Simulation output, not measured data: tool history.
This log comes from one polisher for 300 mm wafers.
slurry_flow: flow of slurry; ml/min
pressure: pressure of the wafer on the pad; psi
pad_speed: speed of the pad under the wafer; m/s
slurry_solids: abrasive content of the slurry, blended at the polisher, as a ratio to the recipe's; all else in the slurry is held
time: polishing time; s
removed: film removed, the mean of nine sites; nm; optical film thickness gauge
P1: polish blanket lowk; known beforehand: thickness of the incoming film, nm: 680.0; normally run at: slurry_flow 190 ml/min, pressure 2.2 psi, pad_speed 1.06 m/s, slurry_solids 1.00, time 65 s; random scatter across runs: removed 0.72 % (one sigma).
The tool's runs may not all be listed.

run,hour,slurry_flow,pressure,pad_speed,slurry_solids,time,removed
1,10.0,190,2.2,1.06,1.00,65,32.823
2,21.9,190,3.5,1.06,1.00,65,52.346
3,34.5,190,2.2,1.06,0.50,65,22.529
4,48.7,190,2.2,1.06,1.25,65,36.006
5,62.7,190,2.2,0.52,1.00,65,18.572
6,75.5,190,1.0,1.06,1.00,65,14.860
7,85.1,130,2.2,1.06,1.00,65,31.114
8,97.4,190,2.2,1.06,1.00,38,19.253
9,110.8,115,2.2,1.06,1.45,65,34.907
10,125.4,190,2.2,1.06,1.00,65,32.745
11,136.2,190,2.2,1.06,1.00,65,32.642
12,144.4,190,2.2,1.06,1.00,98,50.383
13,156.8,190,2.2,1.44,1.00,65,42.175
14,166.3,190,2.2,1.06,1.00,65,32.702
15,178.5,260,2.2,1.06,1.00,65,33.992
16,187.6,190,2.2,1.36,1.00,102,62.779
17,195.7,190,2.2,1.06,1.00,65,32.803
18,205.4,190,2.2,1.06,1.00,65,31.570
19,213.4,190,2.2,1.06,1.00,65,31.146
20,225.6,190,2.2,1.06,1.00,65,30.324
21,232.4,190,2.2,1.06,1.00,65,30.256
# hour 234.4: conditioning disc replaced and pad reconditioned
# hour 235.5: slurry nozzle cleaned
22,245.3,190,2.2,1.06,1.00,65,30.118
23,259.1,190,2.2,1.06,1.00,65,29.869
# hour 261.6: worn pad replaced by a new one
24,269.3,190,2.2,1.06,1.00,65,29.555
25,277.7,190,2.2,1.06,1.00,65,29.648
26,289.8,190,2.2,1.06,1.00,65,29.711

What P1 gives has crept off from where it sat before. The 2 causes that follow fit the log equally well, each at the size noted:
A: head's pressure below its setpoint, % = 9.88
B: abrasive missing from the slurry, % = 19.4
Creep in the process output first set in at about hour 195.7.
What rules out each remaining cause:
removal rate lost through wear of the pad, %: serviced at hour 261.6, after the drift had started, without restoring the earlier output
slurry flow missing at the pad, %: serviced at hour 235.5, after the drift had started, without restoring the earlier output
time polished since the conditioner stopped cutting, s: serviced at hour 234.4, after the drift had started, without restoring the earlier output

The list below offers 4 check runs, each averaging the results of 5 wafers, and shows each result as a question mark. For which of them would the listed causes give clearly different results?
check 1,301.9,190,3.3,0.80,1.00,65,?
check 2,301.9,190,2.2,1.06,0.60,82,?
check 3,301.9,190,3.5,1.06,1.00,44,?
check 4,301.9,190,3.5,0.60,1.00,65,?

Expected result of each check under each candidate cause:
check,result,if A,if B
check 1,removed,35.396,35.403
check 2,removed,28.614,27.854
check 3,removed,31.829,31.836
check 4,removed,29.824,29.830
Smallest distance between any two causes, each pair judged by its most separating result, in per cent: check 1 0.02 %; check 2 2.69 %; check 3 0.02 %; check 4 0.02 %
Check 2 is the one run that separates the causes; every other check would come out nearly the same whichever cause is at work.

After running check 2, the following was obtained: removed 27.712 nm. Which cause does this point to?

It was cause B: abrasive missing from the slurry, %.
